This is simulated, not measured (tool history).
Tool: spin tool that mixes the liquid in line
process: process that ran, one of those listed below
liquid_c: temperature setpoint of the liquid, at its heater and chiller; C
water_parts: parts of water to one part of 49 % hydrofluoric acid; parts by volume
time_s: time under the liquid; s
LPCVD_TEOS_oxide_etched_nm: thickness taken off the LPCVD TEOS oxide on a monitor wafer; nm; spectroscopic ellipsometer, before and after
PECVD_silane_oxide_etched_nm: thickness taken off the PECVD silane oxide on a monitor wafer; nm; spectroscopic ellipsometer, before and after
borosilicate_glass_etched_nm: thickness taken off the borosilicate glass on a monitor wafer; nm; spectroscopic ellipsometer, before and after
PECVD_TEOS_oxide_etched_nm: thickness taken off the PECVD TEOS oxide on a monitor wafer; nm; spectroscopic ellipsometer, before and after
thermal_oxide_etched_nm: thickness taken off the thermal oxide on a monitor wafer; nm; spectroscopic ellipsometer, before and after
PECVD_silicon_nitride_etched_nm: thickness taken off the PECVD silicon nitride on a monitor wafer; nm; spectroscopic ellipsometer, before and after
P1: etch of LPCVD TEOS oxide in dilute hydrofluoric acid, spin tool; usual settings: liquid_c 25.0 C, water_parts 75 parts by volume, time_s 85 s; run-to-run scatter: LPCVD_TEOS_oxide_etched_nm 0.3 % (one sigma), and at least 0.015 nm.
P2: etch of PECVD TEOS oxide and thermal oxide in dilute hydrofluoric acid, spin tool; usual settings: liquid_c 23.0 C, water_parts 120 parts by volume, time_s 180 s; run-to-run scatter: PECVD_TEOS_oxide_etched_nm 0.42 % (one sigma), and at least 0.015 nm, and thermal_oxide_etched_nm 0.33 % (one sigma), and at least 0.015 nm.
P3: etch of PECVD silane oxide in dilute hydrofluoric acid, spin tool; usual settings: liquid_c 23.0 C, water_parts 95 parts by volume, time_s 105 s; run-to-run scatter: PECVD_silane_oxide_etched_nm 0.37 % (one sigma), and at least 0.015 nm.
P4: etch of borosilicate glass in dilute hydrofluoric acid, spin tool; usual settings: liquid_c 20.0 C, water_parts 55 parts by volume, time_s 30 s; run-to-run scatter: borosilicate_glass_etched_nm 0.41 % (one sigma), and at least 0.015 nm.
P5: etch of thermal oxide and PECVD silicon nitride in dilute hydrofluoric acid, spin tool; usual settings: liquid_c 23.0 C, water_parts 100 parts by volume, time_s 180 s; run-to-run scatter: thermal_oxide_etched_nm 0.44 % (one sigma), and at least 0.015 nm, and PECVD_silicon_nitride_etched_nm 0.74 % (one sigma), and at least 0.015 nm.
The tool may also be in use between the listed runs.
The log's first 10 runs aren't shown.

run,hour,process,liquid_c,water_parts,time_s,hours since the thermometer was replaced,hours since the hydrofluoric acid flow meter was replaced,LPCVD_TEOS_oxide_etched_nm,PECVD_silane_oxide_etched_nm,borosilicate_glass_etched_nm,PECVD_TEOS_oxide_etched_nm,thermal_oxide_etched_nm,PECVD_silicon_nitride_etched_nm
11,112.9,P5,18.0,100,180,985.8,471.4,,,,,6.4419,2.0629
12,119.7,P1,21.5,75,150,992.6,478.2,31.332,,,,,
# hour 129.2: thermometer replaced
13,130.0,P2,23.0,120,270,0.9,488.5,,,,26.871,10.0290,
14,139.5,P4,20.0,55,50,10.4,498.0,,,17.080,,,
15,154.4,P4,20.0,55,30,25.3,512.9,,,10.199,,,
16,168.4,P1,25.0,75,85,39.3,526.9,20.494,,,,,
17,180.8,P2,23.0,120,180,51.7,539.3,,,,17.836,6.7062,
18,190.7,P1,25.0,75,85,61.6,549.2,20.476,,,,,
19,197.2,P5,23.0,40,180,68.1,555.7,,,,,21.3320,7.0550
20,209.9,P3,28.0,95,105,80.8,568.4,,25.4730,,,,

Forecast run 21:
21,220.1,P1,25.0,30,85,91.0,578.6,?,,,,,

LPCVD_TEOS_oxide_etched_nm: 54.291 nm
